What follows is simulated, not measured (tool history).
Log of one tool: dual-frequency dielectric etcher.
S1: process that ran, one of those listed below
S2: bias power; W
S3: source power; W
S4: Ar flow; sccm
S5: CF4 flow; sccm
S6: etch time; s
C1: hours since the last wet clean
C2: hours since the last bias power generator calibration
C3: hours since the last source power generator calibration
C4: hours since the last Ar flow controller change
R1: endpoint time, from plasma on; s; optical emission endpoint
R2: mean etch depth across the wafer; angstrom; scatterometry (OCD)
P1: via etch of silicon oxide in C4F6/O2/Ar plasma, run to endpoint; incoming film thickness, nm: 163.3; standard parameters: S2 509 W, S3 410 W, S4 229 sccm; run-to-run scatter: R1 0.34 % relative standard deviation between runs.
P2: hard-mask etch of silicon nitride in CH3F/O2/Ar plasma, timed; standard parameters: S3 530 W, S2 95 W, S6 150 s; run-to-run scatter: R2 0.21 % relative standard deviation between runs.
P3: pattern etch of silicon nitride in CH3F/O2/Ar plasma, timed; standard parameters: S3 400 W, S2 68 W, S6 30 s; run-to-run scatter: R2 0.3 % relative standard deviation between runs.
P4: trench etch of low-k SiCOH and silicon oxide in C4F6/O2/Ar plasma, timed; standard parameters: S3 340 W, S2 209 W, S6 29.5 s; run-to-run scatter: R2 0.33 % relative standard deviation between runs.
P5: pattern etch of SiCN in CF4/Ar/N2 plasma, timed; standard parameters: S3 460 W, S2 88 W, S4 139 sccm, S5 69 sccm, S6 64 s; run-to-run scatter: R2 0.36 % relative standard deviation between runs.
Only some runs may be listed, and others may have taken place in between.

| run | hour | S1 | S2 | S3 | S4 | S5 | S6 | C1 | C2 | C3 | C4 | R1 | R2 |
|---|---|---|---|---|---|---|---|---|---|---|---|---|---|
| 1 | 5.3 | P1 | 509 | 410 | 229 |  |  | 213.4 | 643.3 | 1621.9 | 1756.7 | 34.9 |  |
| 2 | 9.7 | P5 | 88 | 460 | 139 | 69 | 46 | 217.8 | 647.7 | 1626.3 | 1761.1 |  | 411.29 |
| 3 | 13.2 | P3 | 86 | 400 |  |  | 30 | 221.3 | 651.2 | 1629.8 | 1764.6 |  | 218.95 |
| 4 | 18.9 | P5 | 88 | 460 | 139 | 69 | 64 | 227 | 656.9 | 1635.5 | 1770.3 |  | 570.6 |
| 5 | 24.5 | P2 | 95 | 530 |  |  | 150 | 232.6 | 662.5 | 1641.1 | 1775.9 |  | 1282.8 |
| 6 | 28.3 | P3 | 68 | 400 |  |  | 30 | 236.4 | 666.3 | 1644.9 | 1779.7 |  | 203.47 |
| 7 | 34.2 | P1 | 509 | 410 | 229 |  |  | 242.3 | 672.2 | 1650.8 | 1785.6 | 35.014 |  |
| 8 | 38.4 | P1 | 339 | 410 | 229 |  |  | 246.5 | 676.4 | 1655 | 1789.8 | 40.618 |  |
| 9 | 44.7 | P1 | 509 | 410 | 229 |  |  | 252.8 | 682.7 | 1661.3 | 1796.1 | 35.02 |  |
| 10 | 50.1 | P5 | 56 | 460 | 139 | 69 | 64 | 258.2 | 688.1 | 1666.7 | 1801.5 |  | 483.34 |
| 11 | 55.8 | P1 | 695 | 270 | 229 |  |  | 263.9 | 693.8 | 1672.4 | 1807.2 | 36.142 |  |
| 12 | 59.8 | P1 | 509 | 410 | 229 |  |  | 267.9 | 697.8 | 1676.4 | 1811.2 | 35.082 |  |
| 13 | 63.3 | P1 | 509 | 410 | 169 |  |  | 271.4 | 701.3 | 1679.9 | 1814.7 | 33.663 |  |
| 14 | 66.5 | P1 | 509 | 410 | 229 |  |  | 274.6 | 704.5 | 1683.1 | 1817.9 | 35.168 |  |
| 15 | 71.4 | P4 | 209 | 340 |  |  | 17.5 | 279.5 | 709.4 | 1688 | 1822.8 |  | 551.06 |
| 16 | 74.4 | P1 | 655 | 410 | 229 |  |  | 282.5 | 712.4 | 1691 | 1825.8 | 31.766 |  |
| 17 | 78.8 | P2 | 62 | 530 |  |  | 150 | 286.9 | 716.8 | 1695.4 | 1830.2 |  | 1107.1 |
| 18 | 81.6 | P4 | 209 | 220 |  |  | 29.5 | 289.7 | 719.6 | 1698.2 | 1833 |  | 782.76 |
| 19 | 85.9 | P3 | 68 | 490 |  |  | 30 | 294 | 723.9 | 1702.5 | 1837.3 |  | 219 |
| 20 | 89.5 | P5 | 88 | 460 | 180 | 69 | 64 | 297.6 | 727.5 | 1706.1 | 1840.9 |  | 550.98 |
| 21 | 93.9 | P1 | 509 | 570 | 229 |  |  | 302 | 731.9 | 1710.5 | 1845.3 | 30.995 |  |
|  | 99.9 | bias power generator calibrated |
| 22 | 100.2 | P4 | 209 | 340 |  |  | 29.5 | 308.3 | 0.4 | 1716.8 | 1851.6 |  | 929.15 |
| 23 | 104.9 | P2 | 95 | 530 |  |  | 103.5 | 313 | 5.1 | 1721.5 | 1856.3 |  | 879.75 |
| 24 | 109.6 | P2 | 95 | 330 |  |  | 150 | 317.7 | 9.8 | 1726.2 | 1861 |  | 1068.9 |
| 25 | 112.4 | P1 | 509 | 260 | 229 |  |  | 320.5 | 12.6 | 1729 | 1863.8 | 41.374 |  |
| 26 | 116.5 | P3 | 68 | 400 |  |  | 17 | 324.6 | 16.7 | 1733.1 | 1867.9 |  | 114.94 |
| 27 | 121.6 | P5 | 88 | 460 | 139 | 54 | 64 | 329.7 | 21.8 | 1738.2 | 1873 |  | 551.61 |
| 28 | 127.2 | P1 | 509 | 410 | 229 |  |  | 335.3 | 27.4 | 1743.8 | 1878.6 | 34.913 |  |
| 29 | 130.3 | P5 | 88 | 580 | 139 | 69 | 64 | 338.4 | 30.5 | 1746.9 | 1881.7 |  | 697.07 |
| 30 | 133.5 | P1 | 509 | 410 | 305 |  |  | 341.6 | 33.7 | 1750.1 | 1884.9 | 36.347 |  |
| 31 | 139.3 | P3 | 68 | 400 |  |  | 30 | 347.4 | 39.5 | 1755.9 | 1890.7 |  | 203.04 |
| 32 | 142.9 | P4 | 122 | 340 |  |  | 29.5 | 351 | 43.1 | 1759.5 | 1894.3 |  | 782.2 |
| 33 | 145.7 | P5 | 88 | 460 | 139 | 69 | 64 | 353.8 | 45.9 | 1762.3 | 1897.1 |  | 565.94 |
| 34 | 151.2 | P1 | 509 | 410 | 229 |  |  | 359.3 | 51.4 | 1767.8 | 1902.6 | 34.896 |  |
| 35 | 155.4 | P1 | 509 | 410 | 229 |  |  | 363.5 | 55.6 | 1772 | 1906.8 | 34.949 |  |
| 36 | 161.1 | P1 | 509 | 410 | 229 |  |  | 369.2 | 61.3 | 1777.7 | 1912.5 | 34.821 |  |
| 37 | 163.8 | P1 | 509 | 410 | 229 |  |  | 371.9 | 64 | 1780.4 | 1915.2 | 34.534 |  |
|  | 168 | wet clean of the chamber |
| 38 | 169.2 | P1 | 509 | 410 | 229 |  |  | 1.3 | 69.4 | 1785.8 | 1920.6 | 34.695 |  |
| 39 | 173 | P1 | 509 | 410 | 229 |  |  | 5.1 | 73.2 | 1789.6 | 1924.4 | 34.366 |  |
|  | 174.8 | Ar flow controller replaced |
| 40 | 177 | P1 | 509 | 410 | 229 |  |  | 9.1 | 77.2 | 1793.6 | 2.3 | 34.359 |  |
| 41 | 181.6 | P1 | 509 | 410 | 229 |  |  | 13.7 | 81.8 | 1798.2 | 6.9 | 34.427 |  |
| 42 | 184.5 | P1 | 509 | 410 | 229 |  |  | 16.6 | 84.7 | 1801.1 | 9.8 | 34.31 |  |

The output of P1 has drifted from where it used to be. Each of the 2 causes below, taken at the size shown beside it, accounts for the log equally well:
A: source power that arrives over what is set, % = 4.77
B: bias power that arrives over what is set, % = 4.68
Onset of the creep was near hour 151.2.
What rules out each remaining cause:
chamber walls in a state that raises the etch rate, %: serviced at hour 168, after the change had begun; the process did not return to its earlier output
Ar flow that arrives under what is set, %: serviced at hour 174.8, after the change had begun; the process did not return to its earlier output

Which of the 4 check runs listed below, each an average over 2 wafers with its results shown as question marks, gives clearly different results under the different listed causes?
| check 1 | 187.4 | P2 | 95 | 530 |  |  | 150 |  |  |  |  |  | ? |
| check 2 | 187.4 | P5 | 88 | 460 | 139 | 69 | 64 |  |  |  |  |  | ? |
| check 3 | 187.4 | P4 | 209 | 340 |  |  | 29.5 |  |  |  |  |  | ? |
| check 4 | 187.4 | P3 | 68 | 400 |  |  | 30 |  |  |  |  |  | ? |

Expected result of each check under each candidate cause:
| check | result | if A | if B |
|---|---|---|---|
| check 1 | R2 | 1300.4 | 1299 |
| check 2 | R2 | 595.57 | 581.99 |
| check 3 | R2 | 945.14 | 942.5 |
| check 4 | R2 | 206.1 | 205.65 |
Per check, the gap between the least separated pair of causes, taken in the result that splits them most: check 1 0.11 %; check 2 2.31 %; check 3 0.28 %; check 4 0.22 %
Check 2 is the one run that separates the causes; every other check would come out nearly the same whichever cause is at work.

Then check 2 was run and gave: R2 594.19 angstrom. Which cause is it?

Of the candidate causes, it is A: source power that arrives over what is set, %.
